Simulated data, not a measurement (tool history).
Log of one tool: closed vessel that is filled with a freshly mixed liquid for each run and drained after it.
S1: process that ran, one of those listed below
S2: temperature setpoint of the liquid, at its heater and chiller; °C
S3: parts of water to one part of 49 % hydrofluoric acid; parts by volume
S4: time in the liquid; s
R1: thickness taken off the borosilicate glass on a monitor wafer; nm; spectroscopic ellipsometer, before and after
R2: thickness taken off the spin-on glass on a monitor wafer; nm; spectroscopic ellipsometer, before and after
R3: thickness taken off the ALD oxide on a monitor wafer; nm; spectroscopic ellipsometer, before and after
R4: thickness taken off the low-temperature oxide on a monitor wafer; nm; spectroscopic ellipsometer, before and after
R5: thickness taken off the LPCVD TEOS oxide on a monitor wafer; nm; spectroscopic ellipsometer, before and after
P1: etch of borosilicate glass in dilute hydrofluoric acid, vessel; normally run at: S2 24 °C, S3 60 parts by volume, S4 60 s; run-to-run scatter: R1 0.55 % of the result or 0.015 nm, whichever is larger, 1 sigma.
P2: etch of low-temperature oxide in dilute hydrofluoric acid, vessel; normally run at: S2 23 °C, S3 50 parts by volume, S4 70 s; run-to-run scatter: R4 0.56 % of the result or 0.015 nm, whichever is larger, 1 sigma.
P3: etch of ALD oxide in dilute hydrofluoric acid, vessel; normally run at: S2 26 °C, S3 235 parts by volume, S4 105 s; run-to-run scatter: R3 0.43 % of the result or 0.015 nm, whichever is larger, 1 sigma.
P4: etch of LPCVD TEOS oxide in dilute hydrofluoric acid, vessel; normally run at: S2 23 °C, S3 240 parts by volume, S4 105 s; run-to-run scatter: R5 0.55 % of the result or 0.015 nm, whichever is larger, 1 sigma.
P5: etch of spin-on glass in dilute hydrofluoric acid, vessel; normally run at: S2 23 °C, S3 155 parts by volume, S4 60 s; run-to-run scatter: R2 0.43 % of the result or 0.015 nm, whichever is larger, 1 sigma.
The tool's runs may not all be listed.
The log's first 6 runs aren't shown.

run	hour	S1	S2	S3	S4	R1	R2	R3	R4	R5
7	82.1	P1	24	25	60	98.958				
8	89.9	P3	20	235	105			9.8997		
9	101.7	P4	23	240	105					5.7129
10	114.1	P1	18	40	60	46.980				
11	123.2	P3	26	235	60			7.0711		
12	136.7	P1	24	60	60	39.186				
13	149.2	P1	24	60	60	39.135				
14	163.6	P4	31	240	105					7.6831
15	179.1	P1	24	60	60	38.970				
16	190.6	P4	23	425	105					2.7471
17	199.4	P2	23	20	70				69.262	
18	213.3	P5	17	155	60		10.092			
19	220.3	P1	24	105	60	21.174				
20	227.7	P2	23	50	70				26.798	
21	235.7	P5	23	155	60		12.850			
22	247.1	P4	23	240	155					8.5174
23	258.5	P1	24	60	115	75.548				
24	271.7	P5	23	155	120		25.753			
25	281.5	P1	31	60	60	51.430				
26	291.5	P2	23	50	30				11.507	
27	301.3	P3	26	55	105			65.4770		
28	311.7	P3	26	235	105			12.3740		
29	326.8	P2	17	50	70				20.803	
30	341.9	P1	24	20	100	206.520				
31	351.3	P4	23	240	105					5.7773

Run 32 comes next. What will it give?
32	358.8	P1	19	60	60	?				

Run 32 gave R1 31.654 nm.
